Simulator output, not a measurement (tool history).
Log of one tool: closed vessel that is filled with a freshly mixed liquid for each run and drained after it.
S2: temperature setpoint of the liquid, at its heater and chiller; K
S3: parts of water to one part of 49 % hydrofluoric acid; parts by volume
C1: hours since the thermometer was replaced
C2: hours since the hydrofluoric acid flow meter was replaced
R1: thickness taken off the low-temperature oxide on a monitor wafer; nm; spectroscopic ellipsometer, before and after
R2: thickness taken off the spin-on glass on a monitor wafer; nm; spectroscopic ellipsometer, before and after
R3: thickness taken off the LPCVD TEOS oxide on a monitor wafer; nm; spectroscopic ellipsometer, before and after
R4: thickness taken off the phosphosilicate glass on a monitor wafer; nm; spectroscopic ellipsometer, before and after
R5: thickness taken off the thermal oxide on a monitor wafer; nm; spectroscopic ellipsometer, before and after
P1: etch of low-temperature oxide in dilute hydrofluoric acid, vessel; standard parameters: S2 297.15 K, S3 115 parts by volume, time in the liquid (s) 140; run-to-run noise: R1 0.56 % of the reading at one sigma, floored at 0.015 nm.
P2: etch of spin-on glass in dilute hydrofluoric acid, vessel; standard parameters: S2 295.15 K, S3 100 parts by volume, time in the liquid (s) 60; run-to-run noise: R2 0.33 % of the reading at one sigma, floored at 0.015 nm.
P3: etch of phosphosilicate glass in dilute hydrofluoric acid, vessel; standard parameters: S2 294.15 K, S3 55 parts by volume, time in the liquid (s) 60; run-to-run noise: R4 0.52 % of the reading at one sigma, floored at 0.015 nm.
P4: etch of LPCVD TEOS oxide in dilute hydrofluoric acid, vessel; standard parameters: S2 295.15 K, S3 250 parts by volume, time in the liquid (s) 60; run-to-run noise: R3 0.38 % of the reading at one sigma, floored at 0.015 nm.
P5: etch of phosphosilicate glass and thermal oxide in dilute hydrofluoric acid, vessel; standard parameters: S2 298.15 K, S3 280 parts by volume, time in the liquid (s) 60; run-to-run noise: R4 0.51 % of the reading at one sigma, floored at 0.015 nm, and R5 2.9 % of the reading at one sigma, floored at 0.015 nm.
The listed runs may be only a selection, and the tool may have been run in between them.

Run 1, day 0.388: process that ran P1, S2 297.15 K, S3 115 parts by volume, time in the liquid (s) 140; C1 718.1; C2 803.3. Result: R1 41.337 nm.
Run 2, day 0.904: process that ran P2, S2 295.15 K, S3 180 parts by volume, time in the liquid (s) 60; C1 730.5; C2 815.7. Result: R2 10.418 nm.
Run 3, day 1.625: process that ran P1, S2 304.65 K, S3 115 parts by volume, time in the liquid (s) 45; C1 747.8; C2 833. Result: R1 17.829 nm.
Run 4, day 2.254: process that ran P1, S2 297.15 K, S3 115 parts by volume, time in the liquid (s) 140; C1 762.9; C2 848.1. Result: R1 41.401 nm.
Run 5, day 2.604: process that ran P4, S2 295.15 K, S3 250 parts by volume, time in the liquid (s) 60; C1 771.3; C2 856.5. Result: R3 6.1236 nm.
At day 3.117: thermometer replaced.
Run 6, day 3.2: process that ran P3, S2 294.15 K, S3 55 parts by volume, time in the liquid (s) 105; C1 2; C2 870.8. Result: R4 133.79 nm.
Run 7, day 3.662: process that ran P1, S2 290.15 K, S3 115 parts by volume, time in the liquid (s) 60; C1 13.1; C2 881.9. Result: R1 13.451 nm.
Run 8, day 3.979: process that ran P2, S2 295.15 K, S3 100 parts by volume, time in the liquid (s) 95; C1 20.7; C2 889.5. Result: R2 32.348 nm.
Run 9, day 4.629: process that ran P3, S2 294.15 K, S3 55 parts by volume, time in the liquid (s) 60; C1 36.3; C2 905.1. Result: R4 75.687 nm.
Run 10, day 5.171: process that ran P4, S2 295.15 K, S3 455 parts by volume, time in the liquid (s) 60; C1 49.3; C2 918.1. Result: R3 2.7945 nm.
Run 11, day 5.621: process that ran P5, S2 298.15 K, S3 280 parts by volume, time in the liquid (s) 30; C1 60.1; C2 928.9. Result: R4 17.964 nm, R5 0.39033 nm.
Run 12, day 5.988: process that ran P2, S2 295.15 K, S3 100 parts by volume, time in the liquid (s) 60; C1 68.9; C2 937.7. Result: R2 20.65 nm.
Run 13, day 6.321: process that ran P2, S2 300.15 K, S3 100 parts by volume, time in the liquid (s) 60; C1 76.9; C2 945.7. Result: R2 24.998 nm.
Run 14, day 7.012: process that ran P1, S2 297.15 K, S3 115 parts by volume, time in the liquid (s) 140; C1 93.5; C2 962.3. Result: R1 41.887 nm.
Run 15, day 7.35: process that ran P4, S2 302.65 K, S3 250 parts by volume, time in the liquid (s) 60; C1 101.6; C2 970.4. Result: R3 7.9245 nm.
Run 16, day 7.717: process that ran P1, S2 305.15 K, S3 115 parts by volume, time in the liquid (s) 140; C1 110.4; C2 979.2. Result: R1 56.484 nm.
Run 17, day 8.35: process that ran P1, S2 297.15 K, S3 115 parts by volume, time in the liquid (s) 140; C1 125.6; C2 994.4. Result: R1 41.628 nm.
Run 18, day 8.675: process that ran P3, S2 294.15 K, S3 55 parts by volume, time in the liquid (s) 60; C1 133.4; C2 1002.2. Result: R4 75.517 nm.
Run 19, day 9.396: process that ran P3, S2 300.65 K, S3 55 parts by volume, time in the liquid (s) 60; C1 150.7; C2 1019.5. Result: R4 98.553 nm.
Run 20, day 9.833: process that ran P1, S2 290.15 K, S3 115 parts by volume, time in the liquid (s) 240; C1 161.2; C2 1030. Result: R1 54.328 nm.
Run 21, day 10.546: process that ran P5, S2 298.15 K, S3 65 parts by volume, time in the liquid (s) 60; C1 178.3; C2 1047.1. Result: R4 198.13 nm, R5 4.3685 nm.
Run 22, day 11.108: process that ran P1, S2 297.15 K, S3 115 parts by volume, time in the liquid (s) 140; C1 191.8; C2 1060.6. Result: R1 41.366 nm.
Run 23, day 11.554: process that ran P5, S2 298.15 K, S3 280 parts by volume, time in the liquid (s) 60; C1 202.5; C2 1071.3. Result: R4 36.351 nm, R5 0.82919 nm.
Run 24, day 12.046: process that ran P1, S2 297.15 K, S3 115 parts by volume, time in the liquid (s) 30; C1 214.3; C2 1083.1. Result: R1 8.8197 nm.
Run 25, day 12.388: process that ran P1, S2 297.15 K, S3 165 parts by volume, time in the liquid (s) 140; C1 222.5; C2 1091.3. Result: R1 27.172 nm.
Run 26, day 12.746: process that ran P5, S2 298.15 K, S3 280 parts by volume, time in the liquid (s) 60; C1 231.1; C2 1099.9. Result: R4 36.253 nm, R5 0.80772 nm.
Run 27, day 13.433: process that ran P1, S2 291.65 K, S3 115 parts by volume, time in the liquid (s) 140; C1 247.6; C2 1116.4. Result: R1 33.278 nm.
Run 28, day 14.154: process that ran P5, S2 304.65 K, S3 280 parts by volume, time in the liquid (s) 60; C1 264.9; C2 1133.7. Result: R4 44.562 nm, R5 1.0031 nm.
Run 29, day 14.608: process that ran P4, S2 295.15 K, S3 250 parts by volume, time in the liquid (s) 60; C1 275.8; C2 1144.6. Result: R3 6.0869 nm.
Run 30, day 15.029: process that ran P1, S2 297.15 K, S3 115 parts by volume, time in the liquid (s) 225; C1 285.9; C2 1154.7. Result: R1 67.358 nm.
Run 31, day 15.429: process that ran P1, S2 297.15 K, S3 60 parts by volume, time in the liquid (s) 140; C1 295.5; C2 1164.3. Result: R1 85.046 nm.
Run 32, day 16.117: process that ran P4, S2 295.15 K, S3 250 parts by volume, time in the liquid (s) 95; C1 312; C2 1180.8. Result: R3 9.6152 nm.
Run 33, day 16.579: process that ran P2, S2 295.15 K, S3 100 parts by volume, time in the liquid (s) 60; C1 323.1; C2 1191.9. Result: R2 20.593 nm.
Run 34, day 17.112: process that ran P3, S2 294.15 K, S3 20 parts by volume, time in the liquid (s) 60; C1 335.9; C2 1204.7. Result: R4 217.9 nm.
Run 35, day 17.775: process that ran P1, S2 297.15 K, S3 115 parts by volume, time in the liquid (s) 140; C1 351.8; C2 1220.6. Result: R1 41.127 nm.
Run 36, day 18.4: process that ran P1, S2 297.15 K, S3 115 parts by volume, time in the liquid (s) 140; C1 366.8; C2 1235.6. Result: R1 40.379 nm.
Run 37, day 18.904: process that ran P1, S2 297.15 K, S3 115 parts by volume, time in the liquid (s) 140; C1 378.9; C2 1247.7. Result: R1 39.953 nm.
Run 38, day 19.562: process that ran P1, S2 297.15 K, S3 115 parts by volume, time in the liquid (s) 140; C1 394.7; C2 1263.5. Result: R1 38.762 nm.
Run 39, day 20.062: process that ran P1, S2 297.15 K, S3 115 parts by volume, time in the liquid (s) 140; C1 406.7; C2 1275.5. Result: R1 38.419 nm.
Run 40, day 20.721: process that ran P1, S2 297.15 K, S3 115 parts by volume, time in the liquid (s) 140; C1 422.5; C2 1291.3. Result: R1 37.929 nm.
Run 41, day 21.412: process that ran P1, S2 297.15 K, S3 115 parts by volume, time in the liquid (s) 140; C1 439.1; C2 1307.9. Result: R1 37.903 nm.
Run 42, day 22.046: process that ran P1, S2 297.15 K, S3 115 parts by volume, time in the liquid (s) 140; C1 454.3; C2 1323.1. Result: R1 37.898 nm.
Run 43, day 22.5: process that ran P1, S2 297.15 K, S3 115 parts by volume, time in the liquid (s) 140; C1 465.2; C2 1334. Result: R1 38.352 nm.
Run 44, day 23.088: process that ran P1, S2 297.15 K, S3 115 parts by volume, time in the liquid (s) 140; C1 479.3; C2 1348.1. Result: R1 38.083 nm.

What P1 gives has crept off from where it sat before. The 2 causes that follow fit the log equally well, each at the size noted:
A: hydrofluoric acid flow below the setpoint (%) = 7.66
B: liquid colder than its thermometer reads (K) = 2.3
Creep in the process output first set in at about day 17.775.

Each of the 4 check runs below uses one wafer; its results are left as question marks. Which run tells the causes apart?
Run check 1, day 23.675: process that ran P4, S2 301.65 K, S3 435 parts by volume, time in the liquid (s) 60. Result: R3 ?.
Run check 2, day 23.675: process that ran P2, S2 295.15 K, S3 165 parts by volume, time in the liquid (s) 60. Result: R2 ?.
Run check 3, day 23.675: process that ran P3, S2 300.15 K, S3 55 parts by volume, time in the liquid (s) 100. Result: R4 ?.
Run check 4, day 23.675: process that ran P5, S2 301.15 K, S3 145 parts by volume, time in the liquid (s) 60. Result: R4 ?, R5 ?.

How each check would come out, cause by cause:
  check  result    if A    if B
check 1      R3  3.2406  3.3815
check 2      R2   10.53  10.576
check 3      R4  147.78  146.78
check 4      R4  82.348  83.094
check 4      R5   1.879   1.896
Distance between the nearest two causes, measured in the result of the check that separates them most: check 1 4.26 %; check 2 0.43 %; check 3 0.68 %; check 4 0.9 %
Check 1 is the one run that separates the causes; every other check would come out nearly the same whichever cause is at work.

Check 1 was carried out, with these results: R3 3.3649 nm. Which of the listed causes is responsible?

Of the candidate causes, it is B: liquid colder than its thermometer reads (K).
